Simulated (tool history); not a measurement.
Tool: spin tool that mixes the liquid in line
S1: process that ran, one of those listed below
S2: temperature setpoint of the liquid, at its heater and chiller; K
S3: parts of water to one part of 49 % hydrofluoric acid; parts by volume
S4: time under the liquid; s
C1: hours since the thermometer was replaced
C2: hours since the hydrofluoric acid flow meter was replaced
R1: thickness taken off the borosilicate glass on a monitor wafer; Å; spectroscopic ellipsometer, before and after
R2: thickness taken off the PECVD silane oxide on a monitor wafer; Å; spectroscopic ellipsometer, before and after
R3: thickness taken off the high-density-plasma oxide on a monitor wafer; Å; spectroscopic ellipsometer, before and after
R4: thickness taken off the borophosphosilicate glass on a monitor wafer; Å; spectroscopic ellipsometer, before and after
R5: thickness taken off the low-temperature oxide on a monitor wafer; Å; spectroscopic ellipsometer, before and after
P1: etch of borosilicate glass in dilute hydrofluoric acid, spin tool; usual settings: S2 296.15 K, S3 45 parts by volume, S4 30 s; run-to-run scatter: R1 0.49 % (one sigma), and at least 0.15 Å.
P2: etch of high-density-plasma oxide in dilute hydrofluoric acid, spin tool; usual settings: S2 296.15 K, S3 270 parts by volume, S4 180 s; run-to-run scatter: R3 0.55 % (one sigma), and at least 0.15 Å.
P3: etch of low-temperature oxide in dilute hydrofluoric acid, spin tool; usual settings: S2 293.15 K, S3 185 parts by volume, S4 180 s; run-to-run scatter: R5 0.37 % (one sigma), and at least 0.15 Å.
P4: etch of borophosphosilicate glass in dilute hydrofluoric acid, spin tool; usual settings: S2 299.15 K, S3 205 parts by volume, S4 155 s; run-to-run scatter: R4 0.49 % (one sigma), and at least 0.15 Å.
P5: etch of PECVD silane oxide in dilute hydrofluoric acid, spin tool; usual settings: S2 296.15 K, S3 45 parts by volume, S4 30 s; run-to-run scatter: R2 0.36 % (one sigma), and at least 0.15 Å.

{"run": 1, "hour": 8.0, "S1": "P1", "S2": 296.15, "S3": 45, "S4": 30, "C1": 661.8, "C2": 828.6, "R1": 364.23}
{"run": 2, "hour": 12.8, "S1": "P5", "S2": 296.15, "S3": 20, "S4": 30, "C1": 666.6, "C2": 833.4, "R2": 320.06}
{"run": 3, "hour": 20.0, "S1": "P5", "S2": 296.15, "S3": 45, "S4": 30, "C1": 673.8, "C2": 840.6, "R2": 138.08}
{"run": 4, "hour": 24.1, "S1": "P2", "S2": 290.65, "S3": 270, "S4": 180, "C1": 677.9, "C2": 844.7, "R3": 37.258}
{"run": 5, "hour": 30.3, "S1": "P2", "S2": 296.15, "S3": 490, "S4": 180, "C1": 684.1, "C2": 850.9, "R3": 20.717}
{"run": 6, "hour": 36.6, "S1": "P1", "S2": 296.15, "S3": 75, "S4": 55, "C1": 690.4, "C2": 857.2, "R1": 381.3}
{"run": 7, "hour": 42.6, "S1": "P1", "S2": 296.15, "S3": 45, "S4": 30, "C1": 696.4, "C2": 863.2, "R1": 359.49}
{"run": 8, "hour": 46.9, "S1": "P4", "S2": 291.15, "S3": 205, "S4": 155, "C1": 700.7, "C2": 867.5, "R4": 150.1}
{"run": 9, "hour": 54.7, "S1": "P1", "S2": 296.15, "S3": 45, "S4": 30, "C1": 708.5, "C2": 875.3, "R1": 361.06}
{"run": 10, "hour": 61.0, "S1": "P3", "S2": 293.15, "S3": 185, "S4": 15, "C1": 714.8, "C2": 881.6, "R5": 12.596}
{"run": 11, "hour": 68.9, "S1": "P3", "S2": 293.15, "S3": 185, "S4": 180, "C1": 722.7, "C2": 889.5, "R5": 148.87}
{"run": 12, "hour": 74.6, "S1": "P4", "S2": 299.15, "S3": 90, "S4": 155, "C1": 728.4, "C2": 895.2, "R4": 527.13}
{"run": 13, "hour": 81.6, "S1": "P5", "S2": 296.15, "S3": 45, "S4": 30, "C1": 735.4, "C2": 902.2, "R2": 137.86}
{"run": 14, "hour": 88.3, "S1": "P1", "S2": 296.15, "S3": 75, "S4": 15, "C1": 742.1, "C2": 908.9, "R1": 104.54}
{"hour": 93.0, "done": "hydrofluoric acid flow meter replaced"}
{"run": 15, "hour": 94.4, "S1": "P1", "S2": 290.65, "S3": 45, "S4": 30, "C1": 748.2, "C2": 1.5, "R1": 286.25}
{"run": 16, "hour": 102.1, "S1": "P4", "S2": 299.15, "S3": 205, "S4": 155, "C1": 755.9, "C2": 9.2, "R4": 201.81}
{"run": 17, "hour": 107.2, "S1": "P1", "S2": 296.15, "S3": 75, "S4": 30, "C1": 761.0, "C2": 14.3, "R1": 208.47}
{"run": 18, "hour": 114.3, "S1": "P1", "S2": 296.15, "S3": 45, "S4": 50, "C1": 768.1, "C2": 21.4, "R1": 604.78}
{"run": 19, "hour": 118.4, "S1": "P2", "S2": 296.15, "S3": 270, "S4": 180, "C1": 772.2, "C2": 25.5, "R3": 45.395}
{"run": 20, "hour": 122.1, "S1": "P1", "S2": 296.15, "S3": 45, "S4": 30, "C1": 775.9, "C2": 29.2, "R1": 359.51}
{"run": 21, "hour": 129.6, "S1": "P5", "S2": 296.15, "S3": 45, "S4": 15, "C1": 783.4, "C2": 36.7, "R2": 68.764}

Forecast run 22:
{"run": 22, "hour": 136.6, "S1": "P1", "S2": 296.15, "S3": 45, "S4": 30, "C1": 790.4, "C2": 43.7, "R1": "?"}

{"run 22": {"R1": 360.05}}
